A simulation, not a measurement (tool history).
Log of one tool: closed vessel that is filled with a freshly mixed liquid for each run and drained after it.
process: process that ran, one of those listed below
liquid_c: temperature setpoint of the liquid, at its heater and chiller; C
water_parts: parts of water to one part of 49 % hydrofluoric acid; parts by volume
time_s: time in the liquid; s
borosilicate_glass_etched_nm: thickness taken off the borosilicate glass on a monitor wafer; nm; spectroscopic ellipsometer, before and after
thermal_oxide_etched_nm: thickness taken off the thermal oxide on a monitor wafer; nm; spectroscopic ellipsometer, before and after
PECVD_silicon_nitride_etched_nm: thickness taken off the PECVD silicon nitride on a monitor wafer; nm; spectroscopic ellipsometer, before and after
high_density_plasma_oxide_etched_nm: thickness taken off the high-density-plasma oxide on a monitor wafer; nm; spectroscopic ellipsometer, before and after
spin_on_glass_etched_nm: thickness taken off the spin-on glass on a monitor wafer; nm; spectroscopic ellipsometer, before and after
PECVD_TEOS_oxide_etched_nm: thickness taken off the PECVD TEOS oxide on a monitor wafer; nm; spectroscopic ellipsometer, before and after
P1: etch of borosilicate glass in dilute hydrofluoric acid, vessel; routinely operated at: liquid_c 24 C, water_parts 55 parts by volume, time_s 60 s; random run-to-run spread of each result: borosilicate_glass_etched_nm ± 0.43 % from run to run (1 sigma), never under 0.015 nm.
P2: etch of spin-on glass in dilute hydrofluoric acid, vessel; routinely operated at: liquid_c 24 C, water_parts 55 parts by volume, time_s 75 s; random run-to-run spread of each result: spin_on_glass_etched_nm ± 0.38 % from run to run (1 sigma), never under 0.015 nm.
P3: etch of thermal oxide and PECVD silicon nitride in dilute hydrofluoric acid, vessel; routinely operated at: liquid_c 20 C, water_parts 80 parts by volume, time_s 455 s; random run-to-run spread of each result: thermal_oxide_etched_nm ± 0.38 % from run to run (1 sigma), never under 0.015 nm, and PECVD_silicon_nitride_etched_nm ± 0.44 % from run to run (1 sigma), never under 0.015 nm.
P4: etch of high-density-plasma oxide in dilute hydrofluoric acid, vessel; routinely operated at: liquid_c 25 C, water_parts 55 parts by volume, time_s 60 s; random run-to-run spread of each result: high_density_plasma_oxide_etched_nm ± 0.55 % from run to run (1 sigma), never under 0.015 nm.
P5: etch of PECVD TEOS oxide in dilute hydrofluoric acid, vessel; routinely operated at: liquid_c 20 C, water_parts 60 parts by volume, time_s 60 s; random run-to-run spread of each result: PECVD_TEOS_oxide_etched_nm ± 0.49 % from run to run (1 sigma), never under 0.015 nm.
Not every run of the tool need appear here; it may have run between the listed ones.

run   hour  process  liquid_c  water_parts  time_s  borosilicate_glass_etched_nm  thermal_oxide_etched_nm  PECVD_silicon_nitride_etched_nm  high_density_plasma_oxide_etched_nm  spin_on_glass_etched_nm  PECVD_TEOS_oxide_etched_nm
  1   13.7       P1        24           55      60                        62.432
  2   27.9       P1        24           55      60                        62.232
  3     42       P3        20           80     455                                                 22.577                           23.929
      49.4  -- hydrofluoric acid flow meter replaced
  4   55.7       P3        20           80     455                                                 22.812                           23.632
  5   66.2       P4        25          100      60                                                                                                                       4.5204
  6   79.7       P1        24           55      90                        94.168
  7   87.2       P1        30           55      35                         46.58
  8     94       P1        24           85      90                         58.69
  9  104.1       P1        24           55      60                         62.41
 10  112.4       P1        24           55      60                        61.926
 11  121.6       P4      19.5           55      60                                                                                                                       6.9935
 12    130       P2        24           55      75                                                                                                                                                42.735
 13  141.9       P1        24           20      60                        179.69
 14  150.9       P1        24          105      60                        30.762
 15  161.1       P5        20           60     100                                                                                                                                                                            25.177
 16  169.4       P3        20          110     455                                                 15.865                           17.443
 17  181.9       P2        24           85      75                                                                                                                                                26.649
 18  193.8       P1        24           55      30                        31.244
 19  201.8       P1        20           55      60                        52.669
 20  208.9       P2        24           55     150                                                                                                                                                85.146
 21    217       P4        25           55      60                                                                                                                       8.8869
 22    224       P2        28           55      75                                                                                                                                                50.159
 23  231.5       P3        20           80     865                                                  43.33                           44.976
 24  244.4       P5        17           60      60                                                                                                                                                                            13.349
 25  255.2       P5        20           20      60                                                                                                                                                                            47.986
 26  268.4       P3        17           80     455                                                 20.151                           19.241
 27    281       P1        32           55      60                        85.553
 28  290.4       P1        24           55      60                        61.892
 29    300       P4        25           55      30                                                                                                                        4.365
 30  308.2       P1      17.5           55      30                         23.81
 31  317.7       P5        20           60      60                                                                                                                                                                            15.057
 32  325.4       P4        25           55      60                                                                                                                       8.7798
 33  332.8       P1        24           55      60                         62.65
 34  343.1       P1        24           55      60                         59.37
 35  351.3       P1        24           55      60                         58.69
 36  363.9       P1        24           55      60                        57.245
 37  372.3       P1        24           55      60                         56.85
 38  383.3       P1        24           55      60                        56.546
 39  397.7       P1        24           55      60                        55.993

What P1 gives has crept off from where it sat before. The 2 causes that follow fit the log equally well, each at the size noted:
A: hydrofluoric acid flow below the setpoint (%) = 8.86
B: liquid colder than its thermometer reads (K) = 2.41
The process output started creeping at around hour 332.8.

Listed below are the offered check runs, one wafer per run, with question marks in place of results. For which of them would the causes give clearly different outcomes?
check 1  412.1       P4      20.5           55      60                                                                                                                            ?
check 2  412.1       P5        20           35      60                                                                                                                                                                                 ?
check 3  412.1       P2        27           55      75                                                                                                                                                     ?
check 4  412.1       P3        17           80     810                                                      ?                                ?

Expected result of each check under each candidate cause:
  check                               result    if A    if B
check 1  high_density_plasma_oxide_etched_nm  6.6062  6.5844
check 2           PECVD_TEOS_oxide_etched_nm  24.313  24.129
check 3              spin_on_glass_etched_nm  43.595  43.726
check 4              thermal_oxide_etched_nm  32.184  32.093
check 4      PECVD_silicon_nitride_etched_nm  31.488  29.039
Per check, the gap between the least separated pair of causes, taken in the result that splits them most: check 1 0.33 %; check 2 0.76 %; check 3 0.3 %; check 4 8.1 %
Of the check runs offered, only check 4 discriminates between the causes; the rest would read about the same regardless of which cause applies.

The results of check 4 are: thermal_oxide_etched_nm 31.917 nm; PECVD_silicon_nitride_etched_nm 28.889 nm. Based on these, which of the listed causes is it?

The correct cause is B, namely: liquid colder than its thermometer reads (K).

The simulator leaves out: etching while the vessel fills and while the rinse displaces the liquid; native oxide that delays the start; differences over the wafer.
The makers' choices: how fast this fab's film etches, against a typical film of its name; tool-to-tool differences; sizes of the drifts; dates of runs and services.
